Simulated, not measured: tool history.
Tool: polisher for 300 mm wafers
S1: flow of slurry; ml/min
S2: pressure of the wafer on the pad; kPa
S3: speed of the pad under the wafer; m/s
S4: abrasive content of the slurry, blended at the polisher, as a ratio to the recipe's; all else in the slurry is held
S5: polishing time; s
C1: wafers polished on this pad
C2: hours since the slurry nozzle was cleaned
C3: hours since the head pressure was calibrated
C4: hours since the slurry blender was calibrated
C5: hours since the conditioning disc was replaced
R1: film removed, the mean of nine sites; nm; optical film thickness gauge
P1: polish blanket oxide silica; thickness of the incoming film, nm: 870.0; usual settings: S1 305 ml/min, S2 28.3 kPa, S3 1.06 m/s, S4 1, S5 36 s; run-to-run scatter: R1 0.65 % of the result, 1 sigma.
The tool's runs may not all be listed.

run,day,S1,S2,S3,S4,S5,C1,C2,C3,C4,C5,R1
1,0.35,305,28.3,1.06,1,36,603,201,231.9,327.1,49.6,97.223
2,0.817,305,28.3,1.06,1,36,713,212.2,243.1,338.3,60.8,96.95
3,1.183,380,28.3,1.06,1,17,799,221,251.9,347.1,69.6,45.805
4,1.704,305,28.3,1.44,1.3,36,921,233.5,264.4,359.6,82.1,137.65
5,2.325,305,28.3,1.06,1,36,1067,248.4,279.3,374.5,97,96.709
6,2.958,305,37.9,1.06,1,36,1216,263.6,294.5,389.7,112.2,129.93
7,3.525,305,28.3,1.06,1,36,1350,277.2,308.1,403.3,125.8,97.314
8,4.229,305,28.3,1.06,1,36,1515,294.1,325,420.2,142.7,96.61
9,4.796,440,28.3,1.06,1,36,1648,307.7,338.6,433.8,156.3,98.354
10,5.338,305,28.3,1.06,1,20,1776,320.7,351.6,446.8,169.3,53.438
11,5.729,305,17.2,1.06,1,36,1868,330.1,361,456.2,178.7,58.651
12,6.333,305,28.3,1.56,1,36,2010,344.6,375.5,470.7,193.2,132.66
13,6.925,185,28.3,1.06,1,36,2149,358.8,389.7,484.9,207.4,92.807
14,7.338,305,28.3,1.6,1,18,2246,368.7,399.6,494.8,217.3,67.926
15,7.854,305,28.3,1.06,0.55,36,2368,381.1,412,507.2,229.7,69.572
16,8.221,305,28.3,1.06,1,52,2454,389.9,420.8,516,238.5,139.39
# day 8.367: slurry blender recalibrated
17,8.583,305,28.3,1.06,1,36,2539,398.6,429.5,5.2,247.2,96.92
18,9.058,305,28.3,1.06,1.3,36,2651,410,440.9,16.6,258.6,108.76
19,9.642,305,28.3,0.54,1,36,2788,424,454.9,30.6,272.6,55.835
20,10.358,305,28.3,1.06,1,36,2956,441.2,472.1,47.8,289.8,97.219
21,10.992,305,28.3,1.06,1,36,3105,456.4,487.3,63,305,91.503
22,11.621,305,28.3,1.06,1,36,3253,471.5,502.4,78.1,320.1,88.803
23,12.258,305,28.3,1.06,1,36,3403,486.8,517.7,93.4,335.4,86.139
24,12.775,305,28.3,1.06,1,36,3525,499.2,530.1,105.8,347.8,85.826
25,13.267,305,28.3,1.06,1,36,3640,511,541.9,117.6,359.6,85.311
# day 13.492: head pressure recalibrated
26,13.838,305,28.3,1.06,1,36,3774,524.7,8.4,131.3,373.3,85.342
# day 14.1: conditioning disc replaced and pad reconditioned
27,14.375,305,28.3,1.06,1,36,3901,537.6,21.3,144.2,6.7,84.821
28,14.888,305,28.3,1.06,1,36,4021,549.9,33.6,156.5,19,83.727
29,15.508,305,28.3,1.06,1,36,4167,564.8,48.5,171.4,33.9,83.482

What P1 gives has crept away from where it was. These 2 causes fit the log equally well, each at the size given:
A: abrasive missing from the slurry, % = 25.2
B: removal rate lost through wear of the pad, % = 13.3
The creep began at about day 10.358.
Why every other cause is out:
slurry flow missing at the pad, %: at most 40, which would move R1 by -5.7 %: too little, or the wrong way
head's pressure below its setpoint, %: serviced at day 13.492, which brought nothing back
time polished since the conditioner stopped cutting, s: serviced at day 14.1, which brought nothing back

4 check runs are offered, each on 5 wafers whose results are averaged, their results left as question marks. Which one tells the causes apart?
check 1,16.129,305,28.3,1.06,0.75,43,,,,,,?
check 2,16.129,305,28.3,0.58,1,36,,,,,,?
check 3,16.129,370,28.3,1.06,1,36,,,,,,?
check 4,16.129,185,28.3,1.42,1,36,,,,,,?

What each check would give under each cause:
check,result,if A,if B
check 1,R1,85.174,86.94
check 2,R1,51.751,51.739
check 3,R1,85.162,85.143
check 4,R1,100.05,100.03
How far apart the two closest causes lie, in the result that separates them most: check 1 2.05 %; check 2 0.02 %; check 3 0.02 %; check 4 0.02 %
Check 1 tells the causes apart: in the others they would give nearly the same result.

Check 1 was then run and gave: R1 85.241 nm. Which cause is it?

It is A: abrasive missing from the slurry, %.
